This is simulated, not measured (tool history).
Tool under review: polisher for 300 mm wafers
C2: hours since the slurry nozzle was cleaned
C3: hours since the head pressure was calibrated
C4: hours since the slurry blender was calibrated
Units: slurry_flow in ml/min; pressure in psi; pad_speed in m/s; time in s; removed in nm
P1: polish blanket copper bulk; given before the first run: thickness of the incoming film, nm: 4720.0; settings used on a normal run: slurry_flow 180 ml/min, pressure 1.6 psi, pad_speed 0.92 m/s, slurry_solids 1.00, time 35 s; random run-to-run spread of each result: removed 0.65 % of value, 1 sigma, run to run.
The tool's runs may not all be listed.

run 1 hour=3.0 | slurry_flow=180 pressure=1.6 pad_speed=0.92 slurry_solids=1.00 time=35 | wafers_polished_on_this_pad=211 C2=480.6 C3=116.2 C4=283.6 | removed=157.420
run 2 hour=7.6 | slurry_flow=180 pressure=1.6 pad_speed=0.42 slurry_solids=1.00 time=35 | wafers_polished_on_this_pad=285 C2=485.2 C3=120.8 C4=288.2 | removed=71.296
run 3 hour=10.3 | slurry_flow=180 pressure=1.6 pad_speed=0.92 slurry_solids=1.00 time=35 | wafers_polished_on_this_pad=328 C2=487.9 C3=123.5 C4=290.9 | removed=156.250
run 4 hour=14.0 | slurry_flow=180 pressure=1.6 pad_speed=0.92 slurry_solids=1.00 time=16 | wafers_polished_on_this_pad=387 C2=491.6 C3=127.2 C4=294.6 | removed=71.448
run 5 hour=19.3 | slurry_flow=285 pressure=1.6 pad_speed=0.92 slurry_solids=1.00 time=35 | wafers_polished_on_this_pad=472 C2=496.9 C3=132.5 C4=299.9 | removed=164.860
run 6 hour=23.6 | slurry_flow=110 pressure=1.6 pad_speed=1.14 slurry_solids=1.00 time=35 | wafers_polished_on_this_pad=541 C2=501.2 C3=136.8 C4=304.2 | removed=178.080
run 7 hour=26.7 | slurry_flow=180 pressure=1.6 pad_speed=1.18 slurry_solids=1.00 time=35 | wafers_polished_on_this_pad=591 C2=504.3 C3=139.9 C4=307.3 | removed=199.280
run 8 hour=32.6 | slurry_flow=180 pressure=1.0 pad_speed=0.92 slurry_solids=1.00 time=25 | wafers_polished_on_this_pad=685 C2=510.2 C3=145.8 C4=313.2 | removed=69.955
run 9 hour=38.4 | slurry_flow=180 pressure=1.6 pad_speed=0.92 slurry_solids=1.00 time=35 | wafers_polished_on_this_pad=778 C2=516.0 C3=151.6 C4=319.0 | removed=155.440
run 10 hour=41.2 | slurry_flow=180 pressure=1.6 pad_speed=0.92 slurry_solids=1.00 time=35 | wafers_polished_on_this_pad=823 C2=518.8 C3=154.4 C4=321.8 | removed=155.410
run 11 hour=45.6 | slurry_flow=180 pressure=1.6 pad_speed=0.92 slurry_solids=1.45 time=35 | wafers_polished_on_this_pad=893 C2=523.2 C3=158.8 C4=326.2 | removed=168.020
run 12 hour=51.1 | slurry_flow=180 pressure=0.7 pad_speed=0.92 slurry_solids=1.00 time=35 | wafers_polished_on_this_pad=981 C2=528.7 C3=164.3 C4=331.7 | removed=68.645
run 13 hour=53.7 | slurry_flow=180 pressure=1.6 pad_speed=1.28 slurry_solids=1.00 time=47 | wafers_polished_on_this_pad=1023 C2=531.3 C3=166.9 C4=334.3 | removed=291.590
run 14 hour=58.8 | slurry_flow=180 pressure=1.6 pad_speed=0.92 slurry_solids=0.65 time=35 | wafers_polished_on_this_pad=1105 C2=536.4 C3=172.0 C4=339.4 | removed=142.110
run 15 hour=63.8 | slurry_flow=180 pressure=1.6 pad_speed=0.92 slurry_solids=1.00 time=55 | wafers_polished_on_this_pad=1185 C2=541.4 C3=177.0 C4=344.4 | removed=246.360
run 16 hour=67.7 | slurry_flow=180 pressure=1.6 pad_speed=0.92 slurry_solids=1.00 time=35 | wafers_polished_on_this_pad=1247 C2=545.3 C3=180.9 C4=348.3 | removed=156.600
run 17 hour=71.7 | slurry_flow=180 pressure=2.4 pad_speed=0.92 slurry_solids=1.00 time=35 | wafers_polished_on_this_pad=1311 C2=549.3 C3=184.9 C4=352.3 | removed=236.310
run 18 hour=77.3 | slurry_flow=125 pressure=1.6 pad_speed=0.92 slurry_solids=1.00 time=35 | wafers_polished_on_this_pad=1401 C2=554.9 C3=190.5 C4=357.9 | removed=149.250
run 19 hour=81.6 | slurry_flow=180 pressure=1.6 pad_speed=0.92 slurry_solids=1.00 time=35 | wafers_polished_on_this_pad=1470 C2=559.2 C3=194.8 C4=362.2 | removed=156.250
run 20 hour=85.2 | slurry_flow=180 pressure=1.6 pad_speed=0.92 slurry_solids=1.00 time=35 | wafers_polished_on_this_pad=1527 C2=562.8 C3=198.4 C4=365.8 | removed=152.970
run 21 hour=90.0 | slurry_flow=180 pressure=1.6 pad_speed=0.92 slurry_solids=1.00 time=35 | wafers_polished_on_this_pad=1604 C2=567.6 C3=203.2 C4=370.6 | removed=149.770
run 22 hour=94.1 | slurry_flow=180 pressure=1.6 pad_speed=0.92 slurry_solids=1.00 time=35 | wafers_polished_on_this_pad=1670 C2=571.7 C3=207.3 C4=374.7 | removed=146.880
run 23 hour=97.8 | slurry_flow=180 pressure=1.6 pad_speed=0.92 slurry_solids=1.00 time=35 | wafers_polished_on_this_pad=1729 C2=575.4 C3=211.0 C4=378.4 | removed=144.440
-- hour=101.6 head pressure recalibrated
run 24 hour=102.5 | slurry_flow=180 pressure=1.6 pad_speed=0.92 slurry_solids=1.00 time=35 | wafers_polished_on_this_pad=1804 C2=580.1 C3=1.0 C4=383.1 | removed=146.490
run 25 hour=106.9 | slurry_flow=180 pressure=1.6 pad_speed=0.92 slurry_solids=1.00 time=35 | wafers_polished_on_this_pad=1875 C2=584.5 C3=5.4 C4=387.5 | removed=143.410
-- hour=107.6 slurry blender recalibrated
run 26 hour=110.8 | slurry_flow=180 pressure=1.6 pad_speed=0.92 slurry_solids=1.00 time=35 | wafers_polished_on_this_pad=1937 C2=588.4 C3=9.3 C4=3.2 | removed=143.740
run 27 hour=113.6 | slurry_flow=180 pressure=1.6 pad_speed=0.92 slurry_solids=1.00 time=35 | wafers_polished_on_this_pad=1982 C2=591.2 C3=12.1 C4=6.0 | removed=143.560
run 28 hour=118.2 | slurry_flow=180 pressure=1.6 pad_speed=0.92 slurry_solids=1.00 time=35 | wafers_polished_on_this_pad=2056 C2=595.8 C3=16.7 C4=10.6 | removed=142.700
run 29 hour=121.4 | slurry_flow=180 pressure=1.6 pad_speed=0.92 slurry_solids=1.00 time=35 | wafers_polished_on_this_pad=2107 C2=599.0 C3=19.9 C4=13.8 | removed=140.720
run 30 hour=124.6 | slurry_flow=180 pressure=1.6 pad_speed=0.92 slurry_solids=1.00 time=35 | wafers_polished_on_this_pad=2158 C2=602.2 C3=23.1 C4=17.0 | removed=141.170

Compared with where it was, what P1 gives has crept away. Each cause listed below fits the log as well as the rest, at the size given for it:
A: slurry flow missing at the pad, % = 39.4
B: removal rate lost through wear of the pad, % = 8.85
Onset of the creep was near hour 81.6.
Other possible causes, and why each is ruled out:
head's pressure below its setpoint, %: serviced at hour 101.6, after the change had begun; the process did not return to its earlier output
abrasive missing from the slurry, %: serviced at hour 107.6, after the change had begun; the process did not return to its earlier output

You are offered 4 check runs, listed below with question marks in place of their results; each one averages 5 wafers. Which run separates the listed causes by giving clearly different results for each?
run check 1 hour=127.8 | slurry_flow=180 pressure=1.6 pad_speed=0.92 slurry_solids=1.25 time=35 | removed=?
run check 2 hour=127.8 | slurry_flow=180 pressure=2.4 pad_speed=0.92 slurry_solids=1.00 time=47 | removed=?
run check 3 hour=127.8 | slurry_flow=180 pressure=0.8 pad_speed=0.92 slurry_solids=1.00 time=19 | removed=?
run check 4 hour=127.8 | slurry_flow=255 pressure=1.6 pad_speed=0.54 slurry_solids=1.00 time=35 | removed=?

How each check would come out, cause by cause:
check=check_1 result=removed if_A=149.930 if_B=149.950
check=check_2 result=removed if_A=287.720 if_B=287.760
check=check_3 result=removed if_A=38.771 if_B=38.776
check=check_4 result=removed if_A=89.822 if_B=87.561
Distance between the nearest two causes, measured in the result of the check that separates them most: check 1 0.01 %; check 2 0.01 %; check 3 0.01 %; check 4 2.55 %
Of the check runs offered, only check 4 discriminates between the causes; the rest would read about the same regardless of which cause applies.

Check 4 was carried out, with these results: removed 87.835 nm. Which of the listed causes is responsible?

The cause is B: removal rate lost through wear of the pad, %.
